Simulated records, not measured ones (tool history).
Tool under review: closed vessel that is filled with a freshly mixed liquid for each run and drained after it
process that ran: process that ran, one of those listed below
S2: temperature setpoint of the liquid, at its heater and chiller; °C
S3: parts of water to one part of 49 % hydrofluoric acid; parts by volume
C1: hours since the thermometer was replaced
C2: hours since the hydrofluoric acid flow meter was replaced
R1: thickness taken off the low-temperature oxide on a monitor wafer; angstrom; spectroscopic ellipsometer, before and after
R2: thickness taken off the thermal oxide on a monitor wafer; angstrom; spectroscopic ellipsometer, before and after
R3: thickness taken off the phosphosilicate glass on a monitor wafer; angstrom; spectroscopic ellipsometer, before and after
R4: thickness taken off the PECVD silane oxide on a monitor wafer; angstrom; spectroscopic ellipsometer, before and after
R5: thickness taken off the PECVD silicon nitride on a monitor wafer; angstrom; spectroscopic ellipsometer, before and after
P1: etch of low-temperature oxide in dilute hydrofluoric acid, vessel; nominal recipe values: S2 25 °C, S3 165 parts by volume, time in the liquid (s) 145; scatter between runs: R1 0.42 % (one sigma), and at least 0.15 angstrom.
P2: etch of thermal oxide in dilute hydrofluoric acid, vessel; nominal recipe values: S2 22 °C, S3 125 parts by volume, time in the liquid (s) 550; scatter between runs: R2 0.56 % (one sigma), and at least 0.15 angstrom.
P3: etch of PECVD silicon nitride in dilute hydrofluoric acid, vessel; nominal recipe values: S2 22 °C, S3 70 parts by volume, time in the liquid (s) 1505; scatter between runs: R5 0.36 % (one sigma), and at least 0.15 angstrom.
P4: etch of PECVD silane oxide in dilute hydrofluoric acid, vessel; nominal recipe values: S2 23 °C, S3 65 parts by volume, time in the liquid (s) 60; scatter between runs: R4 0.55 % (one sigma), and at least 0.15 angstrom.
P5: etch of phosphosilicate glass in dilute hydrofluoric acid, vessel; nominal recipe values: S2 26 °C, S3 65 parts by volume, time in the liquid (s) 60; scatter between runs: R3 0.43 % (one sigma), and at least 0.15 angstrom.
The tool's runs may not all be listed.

{"run": 1, "hour": 8.6, "process that ran": "P1", "S2": 25, "S3": 165, "time in the liquid (s)": 145, "C1": 1154.9, "C2": 467.7, "R1": 202.47}
{"run": 2, "hour": 18.7, "process that ran": "P2", "S2": 22, "S3": 125, "time in the liquid (s)": 550, "C1": 1165, "C2": 477.8, "R2": 188.23}
{"run": 3, "hour": 31.7, "process that ran": "P5", "S2": 26, "S3": 65, "time in the liquid (s)": 60, "C1": 1178, "C2": 490.8, "R3": 876.47}
{"run": 4, "hour": 45.9, "process that ran": "P2", "S2": 22, "S3": 125, "time in the liquid (s)": 550, "C1": 1192.2, "C2": 505, "R2": 189.48}
{"run": 5, "hour": 55.6, "process that ran": "P1", "S2": 25, "S3": 165, "time in the liquid (s)": 225, "C1": 1201.9, "C2": 514.7, "R1": 315.51}
{"run": 6, "hour": 66.0, "process that ran": "P4", "S2": 31, "S3": 65, "time in the liquid (s)": 60, "C1": 1212.3, "C2": 525.1, "R4": 483.9}
{"run": 7, "hour": 79.4, "process that ran": "P1", "S2": 25, "S3": 230, "time in the liquid (s)": 145, "C1": 1225.7, "C2": 538.5, "R1": 135.66}
{"run": 8, "hour": 89.8, "process that ran": "P4", "S2": 23, "S3": 25, "time in the liquid (s)": 60, "C1": 1236.1, "C2": 548.9, "R4": 956.5}
{"run": 9, "hour": 103.4, "process that ran": "P4", "S2": 23, "S3": 65, "time in the liquid (s)": 30, "C1": 1249.7, "C2": 562.5, "R4": 175.13}
{"run": 10, "hour": 114.8, "process that ran": "P5", "S2": 26, "S3": 40, "time in the liquid (s)": 60, "C1": 1261.1, "C2": 573.9, "R3": 1475.3}
{"run": 11, "hour": 125.7, "process that ran": "P5", "S2": 22.5, "S3": 65, "time in the liquid (s)": 60, "C1": 1272, "C2": 584.8, "R3": 757.37}
{"run": 12, "hour": 133.2, "process that ran": "P5", "S2": 26, "S3": 65, "time in the liquid (s)": 60, "C1": 1279.5, "C2": 592.3, "R3": 874.56}
{"run": 13, "hour": 143.7, "process that ran": "P1", "S2": 31, "S3": 165, "time in the liquid (s)": 145, "C1": 1290, "C2": 602.8, "R1": 251.55}
{"run": 14, "hour": 157.1, "process that ran": "P3", "S2": 22, "S3": 100, "time in the liquid (s)": 1505, "C1": 1303.4, "C2": 616.2, "R5": 341.69}
{"run": 15, "hour": 170.5, "process that ran": "P4", "S2": 23, "S3": 65, "time in the liquid (s)": 60, "C1": 1316.8, "C2": 629.6, "R4": 352.03}
{"run": 16, "hour": 182.2, "process that ran": "P2", "S2": 22, "S3": 125, "time in the liquid (s)": 965, "C1": 1328.5, "C2": 641.3, "R2": 334.58}
{"run": 17, "hour": 190.7, "process that ran": "P1", "S2": 17, "S3": 165, "time in the liquid (s)": 145, "C1": 1337, "C2": 649.8, "R1": 147.63}
{"run": 18, "hour": 200.8, "process that ran": "P1", "S2": 25, "S3": 165, "time in the liquid (s)": 145, "C1": 1347.1, "C2": 659.9, "R1": 203.64}
{"run": 19, "hour": 211.9, "process that ran": "P1", "S2": 25, "S3": 165, "time in the liquid (s)": 145, "C1": 1358.2, "C2": 671, "R1": 203.45}
{"run": 20, "hour": 221.5, "process that ran": "P2", "S2": 22, "S3": 185, "time in the liquid (s)": 550, "C1": 1367.8, "C2": 680.6, "R2": 119.96}
{"run": 21, "hour": 234.8, "process that ran": "P1", "S2": 25, "S3": 165, "time in the liquid (s)": 80, "C1": 1381.1, "C2": 693.9, "R1": 112.77}
{"run": 22, "hour": 250.0, "process that ran": "P5", "S2": 26, "S3": 65, "time in the liquid (s)": 30, "C1": 1396.3, "C2": 709.1, "R3": 437.27}
{"run": 23, "hour": 257.4, "process that ran": "P1", "S2": 32, "S3": 50, "time in the liquid (s)": 145, "C1": 1403.7, "C2": 716.5, "R1": 1024.8}
{"run": 24, "hour": 270.9, "process that ran": "P2", "S2": 17, "S3": 125, "time in the liquid (s)": 550, "C1": 1417.2, "C2": 730, "R2": 154.72}
{"run": 25, "hour": 285.3, "process that ran": "P3", "S2": 22, "S3": 70, "time in the liquid (s)": 130, "C1": 1431.6, "C2": 744.4, "R5": 41.963}
{"run": 26, "hour": 295.2, "process that ran": "P3", "S2": 22, "S3": 70, "time in the liquid (s)": 1505, "C1": 1441.5, "C2": 754.3, "R5": 481.71}
{"run": 27, "hour": 303.0, "process that ran": "P3", "S2": 29.5, "S3": 70, "time in the liquid (s)": 1505, "C1": 1449.3, "C2": 762.1, "R5": 790.13}
{"run": 28, "hour": 317.1, "process that ran": "P1", "S2": 25, "S3": 165, "time in the liquid (s)": 145, "C1": 1463.4, "C2": 776.2, "R1": 204.57}
{"run": 29, "hour": 328.4, "process that ran": "P1", "S2": 25, "S3": 65, "time in the liquid (s)": 145, "C1": 1474.7, "C2": 787.5, "R1": 579.93}
{"run": 30, "hour": 339.7, "process that ran": "P1", "S2": 25, "S3": 165, "time in the liquid (s)": 145, "C1": 1486, "C2": 798.8, "R1": 204.43}
{"run": 31, "hour": 348.7, "process that ran": "P1", "S2": 25, "S3": 165, "time in the liquid (s)": 145, "C1": 1495, "C2": 807.8, "R1": 199.48}
{"run": 32, "hour": 361.6, "process that ran": "P1", "S2": 25, "S3": 165, "time in the liquid (s)": 145, "C1": 1507.9, "C2": 820.7, "R1": 195.34}
{"run": 33, "hour": 372.2, "process that ran": "P1", "S2": 25, "S3": 165, "time in the liquid (s)": 145, "C1": 1518.5, "C2": 831.3, "R1": 193.01}
{"run": 34, "hour": 386.9, "process that ran": "P1", "S2": 25, "S3": 165, "time in the liquid (s)": 145, "C1": 1533.2, "C2": 846, "R1": 192.86}
{"run": 35, "hour": 394.8, "process that ran": "P1", "S2": 25, "S3": 165, "time in the liquid (s)": 145, "C1": 1541.1, "C2": 853.9, "R1": 192.23}
{"run": 36, "hour": 409.4, "process that ran": "P1", "S2": 25, "S3": 165, "time in the liquid (s)": 145, "C1": 1555.7, "C2": 868.5, "R1": 190.79}
{"run": 37, "hour": 421.6, "process that ran": "P1", "S2": 25, "S3": 165, "time in the liquid (s)": 145, "C1": 1567.9, "C2": 880.7, "R1": 189.75}

What P1 gives has crept off from where it sat before. The 2 causes that follow fit the log equally well, each at the size noted:
A: hydrofluoric acid flow below the setpoint (%) = 4.91
B: liquid colder than its thermometer reads (K) = 1.6
The drift started at roughly hour 339.7.

Of the 4 check runs listed below, each run on one wafer and each result written as a question mark, which would let you distinguish the listed causes because they would give clearly different results?
{"run": "check 1", "hour": 433.8, "process that ran": "P3", "S2": 22, "S3": 70, "time in the liquid (s)": 1505, "R5": "?"}
{"run": "check 2", "hour": 433.8, "process that ran": "P5", "S2": 26, "S3": 65, "time in the liquid (s)": 60, "R3": "?"}
{"run": "check 3", "hour": 433.8, "process that ran": "P2", "S2": 22, "S3": 125, "time in the liquid (s)": 550, "R2": "?"}
{"run": "check 4", "hour": 433.8, "process that ran": "P4", "S2": 23, "S3": 65, "time in the liquid (s)": 60, "R4": "?"}

Check results expected under each cause:
check=check_1 result=R5 if_A=460 if_B=433.22
check=check_2 result=R3 if_A=828.01 if_B=820.21
check=check_3 result=R2 if_A=179.17 if_B=178.03
check=check_4 result=R4 if_A=334.47 if_B=330.67
Separation of the two closest causes in each check, using whichever result separates them best: check 1 6 %; check 2 0.95 %; check 3 0.64 %; check 4 1.14 %
Check 1 tells the causes apart: in the others they would give nearly the same result.

Check 1 has now been run. It gave: R5 432.83 angstrom. Which of the candidate causes is it?

The cause is B: liquid colder than its thermometer reads (K).
